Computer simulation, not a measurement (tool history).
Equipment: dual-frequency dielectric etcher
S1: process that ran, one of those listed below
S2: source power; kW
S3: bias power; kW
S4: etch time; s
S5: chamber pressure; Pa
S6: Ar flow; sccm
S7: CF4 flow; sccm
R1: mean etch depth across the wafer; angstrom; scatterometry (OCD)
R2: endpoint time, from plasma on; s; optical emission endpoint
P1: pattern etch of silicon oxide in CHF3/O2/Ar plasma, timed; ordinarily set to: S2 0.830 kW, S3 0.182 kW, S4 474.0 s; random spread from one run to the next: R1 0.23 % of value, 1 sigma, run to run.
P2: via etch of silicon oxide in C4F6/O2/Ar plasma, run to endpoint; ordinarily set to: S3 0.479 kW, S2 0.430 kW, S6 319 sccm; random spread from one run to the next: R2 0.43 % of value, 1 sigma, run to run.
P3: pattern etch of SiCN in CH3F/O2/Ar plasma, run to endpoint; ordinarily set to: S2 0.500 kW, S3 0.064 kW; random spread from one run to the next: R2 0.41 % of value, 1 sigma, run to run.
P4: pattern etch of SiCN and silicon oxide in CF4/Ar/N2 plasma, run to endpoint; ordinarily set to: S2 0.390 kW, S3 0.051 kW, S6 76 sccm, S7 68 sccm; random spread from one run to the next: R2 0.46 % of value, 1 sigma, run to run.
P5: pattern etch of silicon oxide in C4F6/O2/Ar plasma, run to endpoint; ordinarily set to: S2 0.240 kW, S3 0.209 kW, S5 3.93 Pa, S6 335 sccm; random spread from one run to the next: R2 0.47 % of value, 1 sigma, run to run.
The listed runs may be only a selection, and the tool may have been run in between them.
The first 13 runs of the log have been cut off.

run,day,S1,S2,S3,S4,S5,S6,S7,R1,R2
14,5.412,P5,0.240,0.209,,4.73,335,,,19.206
15,5.917,P3,0.500,0.064,,,,,,28.017
16,6.362,P3,0.500,0.089,,,,,,24.929
17,6.862,P4,0.390,0.051,,,90,68,,23.506
18,7.112,P2,0.430,0.479,,,396,,,21.160
19,7.512,P2,0.430,0.479,,,319,,,20.815
20,7.862,P1,0.830,0.112,474.0,,,,8881.1,
21,8.100,P4,0.390,0.051,,,76,41,,24.825
22,8.462,P2,0.430,0.479,,,319,,,20.902
23,8.779,P5,0.240,0.125,,3.93,335,,,22.048
24,9.229,P1,1.050,0.182,474.0,,,,11348.0,

Expected results for the next run?
# day 9.250: bias power generator calibrated
25,9.496,P5,0.240,0.209,,3.93,335,,,?

Run 25 yielded R2 18.770 s.

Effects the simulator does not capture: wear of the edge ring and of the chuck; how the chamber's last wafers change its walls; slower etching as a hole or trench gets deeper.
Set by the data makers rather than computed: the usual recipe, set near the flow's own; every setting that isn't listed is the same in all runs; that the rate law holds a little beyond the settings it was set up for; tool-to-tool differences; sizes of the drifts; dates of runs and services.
